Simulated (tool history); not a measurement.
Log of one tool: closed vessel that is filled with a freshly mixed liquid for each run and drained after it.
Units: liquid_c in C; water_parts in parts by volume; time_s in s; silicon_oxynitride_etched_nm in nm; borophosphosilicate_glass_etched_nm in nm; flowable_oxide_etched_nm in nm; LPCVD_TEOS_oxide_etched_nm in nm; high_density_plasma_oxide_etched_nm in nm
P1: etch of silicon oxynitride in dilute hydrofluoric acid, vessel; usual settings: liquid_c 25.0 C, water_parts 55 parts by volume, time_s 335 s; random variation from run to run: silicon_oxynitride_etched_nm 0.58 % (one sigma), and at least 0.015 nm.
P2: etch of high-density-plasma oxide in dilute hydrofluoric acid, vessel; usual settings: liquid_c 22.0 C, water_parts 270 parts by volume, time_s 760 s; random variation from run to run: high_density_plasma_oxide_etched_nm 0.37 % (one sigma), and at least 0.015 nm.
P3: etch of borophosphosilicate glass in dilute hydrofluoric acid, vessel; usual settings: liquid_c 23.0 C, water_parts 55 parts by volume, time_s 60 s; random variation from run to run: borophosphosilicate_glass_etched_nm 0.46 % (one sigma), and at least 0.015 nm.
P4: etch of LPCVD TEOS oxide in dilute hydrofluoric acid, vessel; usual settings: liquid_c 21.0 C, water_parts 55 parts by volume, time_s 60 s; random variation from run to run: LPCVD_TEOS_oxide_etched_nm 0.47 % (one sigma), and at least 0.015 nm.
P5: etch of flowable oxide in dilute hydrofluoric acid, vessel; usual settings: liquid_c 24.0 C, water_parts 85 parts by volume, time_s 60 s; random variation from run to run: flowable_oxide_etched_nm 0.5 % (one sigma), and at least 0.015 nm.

run	hour	process	liquid_c	water_parts	time_s	silicon_oxynitride_etched_nm	borophosphosilicate_glass_etched_nm	flowable_oxide_etched_nm	LPCVD_TEOS_oxide_etched_nm	high_density_plasma_oxide_etched_nm
1	7.3	P1	25.0	55	335	14.3370				
2	18.6	P1	25.0	55	560	24.0130				
3	25.9	P1	25.0	30	335	26.6270				
4	33.7	P3	19.0	55	60		35.218			
5	42.9	P1	19.0	55	30	0.9805				
6	53.7	P1	25.0	105	335	7.1174				
7	63.6	P5	24.0	20	60			141.050		
# hour 64.0: hydrofluoric acid flow meter replaced
8	69.9	P3	23.0	55	120		83.965			
# hour 77.3: thermometer replaced
9	81.0	P4	26.0	55	60				49.676	
10	87.0	P4	21.0	55	60				40.479	
11	93.1	P4	21.0	20	60				115.650	
12	104.4	P4	21.0	55	60				39.952	
13	110.8	P3	23.0	55	60		41.730			
14	120.1	P2	22.0	270	760					14.5620
15	131.3	P5	24.0	85	60			30.519		
16	137.7	P1	25.0	55	335	14.2710				
17	143.8	P1	31.5	55	335	19.1740				
18	150.5	P5	24.0	85	30			15.285		
19	158.3	P4	21.0	55	85				57.329	
20	169.9	P2	22.0	270	30					0.5882
21	182.9	P5	18.0	85	60			23.707		
22	193.4	P1	25.0	55	55	2.3435				
23	206.3	P1	18.5	55	335	10.3120				
24	214.0	P2	22.0	270	760					14.5190
25	222.6	P2	22.0	430	760					7.8557
26	233.8	P1	25.0	55	335	14.2670				
27	243.0	P3	23.0	20	60		120.370			
28	253.4	P2	18.5	270	760					12.7750
29	259.3	P1	25.0	55	335	14.2580				
30	268.4	P5	24.0	85	60			30.752		
31	280.8	P1	25.0	55	335	14.2210				
32	292.2	P1	25.0	55	335	14.2370				
33	299.3	P1	25.0	55	335	13.7280				
34	307.1	P1	25.0	55	335	13.4030				
35	314.2	P1	25.0	55	335	13.2570				
36	327.1	P1	25.0	55	335	12.9060				
37	333.2	P1	25.0	55	335	13.0390				
38	343.2	P1	25.0	55	335	12.9150				
39	349.6	P1	25.0	55	335	12.9250				

What P1 gives has crept away from where it was. These 2 causes fit the log equally well, each at the size given:
A: hydrofluoric acid flow below the setpoint (%) = 9.16
B: liquid colder than its thermometer reads (K) = 2.08
The creep began at about hour 292.2.

4 check runs are offered, one wafer each, their results left as question marks. Which one tells the causes apart?
check 1	356.0	P4	24.5	20	60				?	
check 2	356.0	P2	22.0	415	335					?
check 3	356.0	P5	24.0	25	60			?		
check 4	356.0	P3	23.0	20	85		?			

What each check would give under each cause:
check	result	if A	if B
check 1	LPCVD_TEOS_oxide_etched_nm	121.810	123.140
check 2	high_density_plasma_oxide_etched_nm	3.2061	3.4059
check 3	flowable_oxide_etched_nm	101.490	102.650
check 4	borophosphosilicate_glass_etched_nm	153.990	155.500
How far apart the two closest causes lie, in the result that separates them most: check 1 1.08 %; check 2 6.05 %; check 3 1.14 %; check 4 0.98 %
Check 2 tells the causes apart: in the others they would give nearly the same result.

Check 2 was then run and gave: high_density_plasma_oxide_etched_nm 3.2142 nm. Which cause is it?

It is A: hydrofluoric acid flow below the setpoint (%).
